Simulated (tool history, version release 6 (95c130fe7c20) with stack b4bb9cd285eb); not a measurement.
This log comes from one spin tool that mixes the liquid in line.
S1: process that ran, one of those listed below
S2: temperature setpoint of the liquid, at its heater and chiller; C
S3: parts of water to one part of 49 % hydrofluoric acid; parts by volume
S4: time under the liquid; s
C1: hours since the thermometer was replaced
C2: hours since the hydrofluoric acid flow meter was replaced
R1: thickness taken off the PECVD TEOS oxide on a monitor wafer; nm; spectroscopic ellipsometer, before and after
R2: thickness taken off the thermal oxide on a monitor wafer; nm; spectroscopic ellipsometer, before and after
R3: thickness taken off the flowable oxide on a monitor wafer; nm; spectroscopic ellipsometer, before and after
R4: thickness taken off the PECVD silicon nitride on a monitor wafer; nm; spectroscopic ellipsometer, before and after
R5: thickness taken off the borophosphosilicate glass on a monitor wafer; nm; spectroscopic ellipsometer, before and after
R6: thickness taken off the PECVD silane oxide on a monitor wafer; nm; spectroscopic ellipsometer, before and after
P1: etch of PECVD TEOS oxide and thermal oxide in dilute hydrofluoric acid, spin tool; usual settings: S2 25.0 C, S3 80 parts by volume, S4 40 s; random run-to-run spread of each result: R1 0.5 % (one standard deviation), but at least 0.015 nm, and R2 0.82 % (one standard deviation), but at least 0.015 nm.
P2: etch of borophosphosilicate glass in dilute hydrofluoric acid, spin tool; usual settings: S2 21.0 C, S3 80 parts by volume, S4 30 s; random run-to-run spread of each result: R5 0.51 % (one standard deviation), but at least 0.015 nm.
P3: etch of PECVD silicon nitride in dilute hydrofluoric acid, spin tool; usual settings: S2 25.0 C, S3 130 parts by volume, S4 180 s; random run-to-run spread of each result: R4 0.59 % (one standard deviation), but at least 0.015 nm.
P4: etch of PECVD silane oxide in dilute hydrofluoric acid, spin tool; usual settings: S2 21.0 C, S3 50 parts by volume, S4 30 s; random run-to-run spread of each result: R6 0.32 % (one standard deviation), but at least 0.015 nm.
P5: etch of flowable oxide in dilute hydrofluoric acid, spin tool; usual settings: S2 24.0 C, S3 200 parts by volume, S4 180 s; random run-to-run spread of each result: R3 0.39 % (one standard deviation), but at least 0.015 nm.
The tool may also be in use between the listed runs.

run	hour	S1	S2	S3	S4	C1	C2	R1	R2	R3	R4	R5	R6
1	14.3	P1	25.0	80	40	781.4	1375.1	7.7722	2.60380				
2	32.7	P1	25.0	80	15	799.8	1393.5	2.9287	0.99601				
3	42.8	P5	24.0	75	180	809.9	1403.6			57.748			
4	53.3	P3	25.0	45	180	820.4	1414.1				16.5830		
5	67.0	P1	20.5	80	40	834.1	1427.8	6.5096	2.14490				
6	80.8	P2	21.0	80	30	847.9	1441.6					14.5480	
7	92.2	P1	25.0	80	80	859.3	1453.0	15.4570	5.16600				
8	103.1	P2	17.0	80	30	870.2	1463.9					12.1490	
9	114.9	P1	25.0	80	40	882.0	1475.7	7.7692	2.59870				
10	125.6	P3	25.0	130	180	892.7	1486.4				5.8481		
11	139.2	P5	24.0	200	180	906.3	1500.0			18.762			
12	156.9	P1	32.0	140	40	924.0	1517.7	5.3161	1.76950				
13	169.7	P4	26.5	50	30	936.8	1530.5						21.285
14	187.4	P4	21.0	50	50	954.5	1548.2						28.176
15	200.7	P1	32.0	80	40	967.8	1561.5	10.2210	3.36220				
16	216.8	P2	21.0	130	30	983.9	1577.6					8.4437	
17	231.4	P4	21.0	80	30	998.5	1592.2						10.200
18	249.8	P1	25.0	35	40	1016.9	1610.6	18.8810	6.27350				
19	261.3	P1	25.0	80	40	1028.4	1622.1	7.8289	2.58940				
20	273.1	P2	21.0	80	50	1040.2	1633.9					23.9130	
21	289.3	P1	25.0	80	40	1056.4	1650.1	7.7753	2.58320				
22	299.2	P5	24.0	200	180	1066.3	1660.0			18.831			
23	308.3	P5	24.0	200	310	1075.4	1669.1			32.014			
24	327.6	P1	21.5	80	15	1094.7	1688.4	2.5673	0.82440				
25	342.6	P3	32.5	130	180	1109.7	1703.4				9.1962		
26	360.7	P4	21.0	50	30	1127.8	1721.5						16.902
27	379.7	P4	21.0	50	30	1146.8	1740.5						16.979
28	393.3	P1	25.0	135	40	1160.4	1754.1	4.3432	1.45210				
29	410.4	P5	17.0	200	180	1177.5	1771.2			14.243			
30	428.7	P3	25.0	130	35	1195.8	1789.5				1.1341		
31	443.0	P1	25.0	80	40	1210.1	1803.8	7.8469	2.58770				
32	460.5	P1	25.0	80	40	1227.6	1821.3	7.5395	2.47640				
33	469.9	P1	25.0	80	40	1237.0	1830.7	7.4983	2.47660				
34	481.8	P1	25.0	80	40	1248.9	1842.6	7.4042	2.46080				
35	497.7	P1	25.0	80	40	1264.8	1858.5	7.3808	2.39330				
36	508.9	P1	25.0	80	40	1276.0	1869.7	7.3033	2.48070				
37	523.9	P1	25.0	80	40	1291.0	1884.7	7.2942	2.45670				
38	542.0	P1	25.0	80	40	1309.1	1902.8	7.3535	2.44720				
39	554.4	P1	25.0	80	40	1321.5	1915.2	7.2872	2.44650				

The output of P1 has drifted from where it used to be. Each of the 2 causes below, taken at the size shown beside it, accounts for the log equally well:
A: hydrofluoric acid flow below the setpoint (%) = 5.94
B: liquid colder than its thermometer reads (K) = 1.69
The creep began at about hour 443.0.

The check runs listed below each take one wafer, and their results are still question marks. Under which run would the listed causes lead to clearly different results?
check 1	566.8	P2	18.0	80	30							?	
check 2	566.8	P3	25.0	50	180						?		
check 3	566.8	P4	25.0	50	30								?
check 4	566.8	P5	17.0	200	180					?			

Predicted outcomes, by check and by cause:
check	result	if A	if B
check 1	R5	11.9490	11.8860
check 2	R4	14.0200	13.2870
check 3	R6	18.711	18.638
check 4	R3	13.310	13.373
Smallest distance between any two causes, each pair judged by its most separating result, in per cent: check 1 0.53 %; check 2 5.37 %; check 3 0.39 %; check 4 0.47 %
Check 2 tells the causes apart: in the others they would give nearly the same result.

After running check 2, the following was obtained: R4 13.9900 nm. Which cause does this point to?

It was cause A: hydrofluoric acid flow below the setpoint (%).

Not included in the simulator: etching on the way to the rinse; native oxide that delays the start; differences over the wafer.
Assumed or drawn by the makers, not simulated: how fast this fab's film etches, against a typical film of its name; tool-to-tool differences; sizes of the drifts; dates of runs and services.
